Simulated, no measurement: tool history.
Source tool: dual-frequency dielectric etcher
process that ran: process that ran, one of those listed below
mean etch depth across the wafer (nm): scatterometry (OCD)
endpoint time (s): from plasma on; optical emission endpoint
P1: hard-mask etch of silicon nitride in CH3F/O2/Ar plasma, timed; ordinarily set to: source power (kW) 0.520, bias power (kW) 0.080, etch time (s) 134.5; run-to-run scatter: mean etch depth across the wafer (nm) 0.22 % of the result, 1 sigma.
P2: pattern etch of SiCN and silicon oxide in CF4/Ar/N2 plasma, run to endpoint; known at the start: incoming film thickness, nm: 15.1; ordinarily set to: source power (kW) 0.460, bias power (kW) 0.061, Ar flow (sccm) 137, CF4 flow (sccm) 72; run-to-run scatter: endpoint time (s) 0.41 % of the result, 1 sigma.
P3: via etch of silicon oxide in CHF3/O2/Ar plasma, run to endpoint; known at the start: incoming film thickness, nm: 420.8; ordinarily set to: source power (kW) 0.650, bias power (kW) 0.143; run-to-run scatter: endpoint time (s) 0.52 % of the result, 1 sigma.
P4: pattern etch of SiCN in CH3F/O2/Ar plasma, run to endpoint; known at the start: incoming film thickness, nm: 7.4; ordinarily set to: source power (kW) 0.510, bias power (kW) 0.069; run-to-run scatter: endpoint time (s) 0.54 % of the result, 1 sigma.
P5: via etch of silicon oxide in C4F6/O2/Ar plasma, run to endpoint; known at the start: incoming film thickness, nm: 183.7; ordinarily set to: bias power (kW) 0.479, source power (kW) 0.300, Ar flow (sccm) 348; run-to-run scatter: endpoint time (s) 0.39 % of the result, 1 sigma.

run     day  process that ran  source power (kW)  bias power (kW)  etch time (s)  Ar flow (sccm)  CF4 flow (sccm)  hours since the last wet clean  hours since the last source power generator calibration  hours since the last bias power generator calibration  mean etch depth across the wafer (nm)  endpoint time (s)
  1   0.358                P1              0.520            0.080          134.5                                                            273.5                                                    438.5                                                  829.7                                108.260
  2   0.896                P5              0.300            0.325                            348                                            286.4                                                    451.4                                                  842.6                                                    53.544
  3   1.250                P4              0.510            0.054                                                                           294.9                                                    459.9                                                  851.1                                                    19.876
  4   1.767                P2              0.460            0.061                            105               72                           307.3                                                    472.3                                                  863.5                                                    17.884
  5   2.312                P1              0.520            0.080          179.5                                                            320.4                                                    485.4                                                  876.6                                144.940
  6   2.862                P3              0.520            0.143                                                                           333.6                                                    498.6                                                  889.8                                                   246.940
  7   3.300                P2              0.270            0.061                            137               72                           344.1                                                    509.1                                                  900.3                                                    29.650
  8   3.708                P4              0.510            0.069                                                                           353.9                                                    518.9                                                  910.1                                                    18.340
  9   4.025                P5              0.300            0.479                            348                                            361.5                                                    526.5                                                  917.7                                                    46.049
      4.208  -- wet clean of the chamber
 10   4.700                P1              0.520            0.048          134.5                                                             11.8                                                    542.7                                                  933.9                                 91.748
 11   5.392                P2              0.460            0.061                            137               72                            28.4                                                    559.3                                                  950.5                                                    18.683
 12   6.029                P4              0.620            0.069                                                                            43.7                                                    574.6                                                  965.8                                                    17.009
 13   6.458                P1              0.520            0.080          134.5                                                             54.0                                                    584.9                                                  976.1                                108.520
 14   7.004                P3              0.650            0.143                                                                            67.1                                                    598.0                                                  989.2                                                   227.150
 15   7.525                P2              0.460            0.075                            137               72                            79.6                                                    610.5                                                 1001.7                                                    17.413
 16   8.062                P2              0.460            0.061                            137               72                            92.5                                                    623.4                                                 1014.6                                                    18.537
 17   8.471                P1              0.520            0.080           79.5                                                            102.3                                                    633.2                                                 1024.4                                 63.847
 18   8.792                P4              0.510            0.069                                                                           110.0                                                    640.9                                                 1032.1                                                    18.459
 19   9.488                P5              0.390            0.479                            348                                            126.7                                                    657.6                                                 1048.8                                                    41.631
 20  10.121                P1              0.520            0.080          134.5                                                            141.9                                                    672.8                                                 1064.0                                108.150
 21  10.821                P1              0.520            0.080          134.5                                                            158.7                                                    689.6                                                 1080.8                                108.140
 22  11.412                P5              0.300            0.479                            348                                            172.9                                                    703.8                                                 1095.0                                                    46.383
     11.842  -- bias power generator calibrated
 23  12.121                P1              0.520            0.080          134.5                                                            189.9                                                    720.8                                                    6.8                                108.800
 24  12.758                P1              0.610            0.080           76.0                                                            205.2                                                    736.1                                                   22.1                                 65.116
 25  13.396                P1              0.520            0.108           91.0                                                            220.5                                                    751.4                                                   37.4                                 81.640
 26  14.042                P1              0.520            0.096          134.5                                                            236.0                                                    766.9                                                   52.9                                115.270
 27  14.675                P5              0.300            0.479                            490                                            251.2                                                    782.1                                                   68.1                                                    47.954
 28  15.404                P2              0.460            0.061                            137               97                           268.7                                                    799.6                                                   85.6                                                    17.719
 29  15.750                P3              0.650            0.194                                                                           277.0                                                    807.9                                                   93.9                                                   205.620
 30  16.229                P1              0.700            0.080          134.5                                                            288.5                                                    819.4                                                  105.4                                120.750
 31  16.596                P1              0.350            0.080          134.5                                                            297.3                                                    828.2                                                  114.2                                 93.093
 32  16.921                P1              0.520            0.080          134.5                                                            305.1                                                    836.0                                                  122.0                                108.080
 33  17.521                P1              0.520            0.080          134.5                                                            319.5                                                    850.4                                                  136.4                                109.180
 34  17.862                P1              0.520            0.080          134.5                                                            327.7                                                    858.6                                                  144.6                                108.930
 35  18.308                P1              0.520            0.080          134.5                                                            338.4                                                    869.3                                                  155.3                                109.630
 36  18.796                P1              0.520            0.080          134.5                                                            350.1                                                    881.0                                                  167.0                                109.560
 37  19.117                P1              0.520            0.080          134.5                                                            357.8                                                    888.7                                                  174.7                                109.870
     19.358  -- wet clean of the chamber
 38  19.600                P1              0.520            0.080          134.5                                                              5.9                                                    900.3                                                  186.3                                109.610
 39  20.312                P1              0.520            0.080          134.5                                                             23.0                                                    917.4                                                  203.4                                109.860
 40  20.683                P1              0.520            0.080          134.5                                                             31.9                                                    926.3                                                  212.3                                109.850

Compared with where it was, what P1 gives has crept away. Each cause listed below fits the log as well as the rest, at the size given for it:
A: bias power that arrives over what is set, % = 4.53
B: source power that arrives over what is set, % = 4.12
The onset of the drift is placed at about day 16.921.
All other causes, with the reason each is excluded:
chamber walls in a state that raises the etch rate, %: its service at day 19.358 followed the start of the drift and did not put the process back to its old value

Which of the 4 check runs listed below, each an average over 2 wafers with its results shown as question marks, gives clearly different results under the different listed causes?
check 1  21.054                P3              0.650            0.143                                                                                                                                                                                                                                                         ?
check 2  21.054                P4              0.510            0.069                                                                                                                                                                                                                                                         ?
check 3  21.054                P2              0.460            0.061                            137               72                                                                                                                                                                                                         ?
check 4  21.054                P5              0.300            0.479                            348                                                                                                                                                                                                                          ?

If the cause were each of the candidates in turn, the checks would give the following:
  check             result     if A     if B
check 1  endpoint time (s)  223.370  223.030
check 2  endpoint time (s)   18.140   18.140
check 3  endpoint time (s)   18.356   17.984
check 4  endpoint time (s)   45.348   45.434
Gap, in per cent, between the two causes that each check separates least, read from the result that separates them most: check 1 0.15 %; check 2 0 %; check 3 2.04 %; check 4 0.19 %
Check 3 distinguishes between the causes, while the remaining checks would return nearly the same result for all of them.

Check 3 was carried out, with these results: endpoint time (s) 18.447. Which of the listed causes is responsible?

The cause is A: bias power that arrives over what is set, %.
